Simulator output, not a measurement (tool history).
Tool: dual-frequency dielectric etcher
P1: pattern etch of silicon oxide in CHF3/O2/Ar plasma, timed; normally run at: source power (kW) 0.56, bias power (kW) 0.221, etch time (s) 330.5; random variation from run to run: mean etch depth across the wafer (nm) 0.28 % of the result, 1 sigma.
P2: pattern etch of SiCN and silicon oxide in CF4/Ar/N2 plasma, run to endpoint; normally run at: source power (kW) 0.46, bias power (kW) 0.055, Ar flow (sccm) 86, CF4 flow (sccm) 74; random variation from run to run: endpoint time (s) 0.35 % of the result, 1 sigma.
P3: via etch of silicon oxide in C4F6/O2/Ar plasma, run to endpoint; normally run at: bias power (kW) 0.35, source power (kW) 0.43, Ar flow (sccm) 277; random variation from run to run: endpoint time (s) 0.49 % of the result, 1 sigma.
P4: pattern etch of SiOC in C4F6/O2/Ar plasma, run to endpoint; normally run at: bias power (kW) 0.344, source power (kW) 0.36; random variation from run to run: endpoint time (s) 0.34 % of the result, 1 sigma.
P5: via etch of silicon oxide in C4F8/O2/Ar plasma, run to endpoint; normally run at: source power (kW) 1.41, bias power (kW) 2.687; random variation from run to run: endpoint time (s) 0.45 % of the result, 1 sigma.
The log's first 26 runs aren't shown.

run   hour  process that ran  source power (kW)  bias power (kW)  etch time (s)  Ar flow (sccm)  CF4 flow (sccm)  hours since the last wet clean  hours since the last source power generator calibration  hours since the last bias power generator calibration  mean etch depth across the wafer (nm)  endpoint time (s)
 27  240.9                P1               0.56            0.131          330.5                                                            290.5                                                   1483.9                                                 2408.8                                 581.85
 28  248.2                P1               0.56            0.221          330.5                                                            297.8                                                   1491.2                                                 2416.1                                 689.56
 29  258.7                P3               0.43             0.35                            277                                            308.3                                                   1501.7                                                 2426.6                                                    46.845
 30    267                P3                0.6             0.35                            277                                            316.6                                                     1510                                                 2434.9                                                    41.362
 31  276.8                P2               0.46            0.055                             86               74                           326.4                                                   1519.8                                                 2444.7                                                    15.937
 32  282.3                P1               0.56            0.221          330.5                                                            331.9                                                   1525.3                                                 2450.2                                 692.17
 33  290.9                P1               0.56            0.221          330.5                                                            340.5                                                   1533.9                                                 2458.8                                 696.74
 34  301.3                P1               0.56            0.221          330.5                                                            350.9                                                   1544.3                                                 2469.2                                  705.7

Run 35 comes next. What will it give?
 35  308.6                P1               0.56            0.221          330.5                                                            358.2                                                   1551.6                                                 2476.5                                      ?

{"run 35": {"mean etch depth across the wafer (nm)": 710.28}}
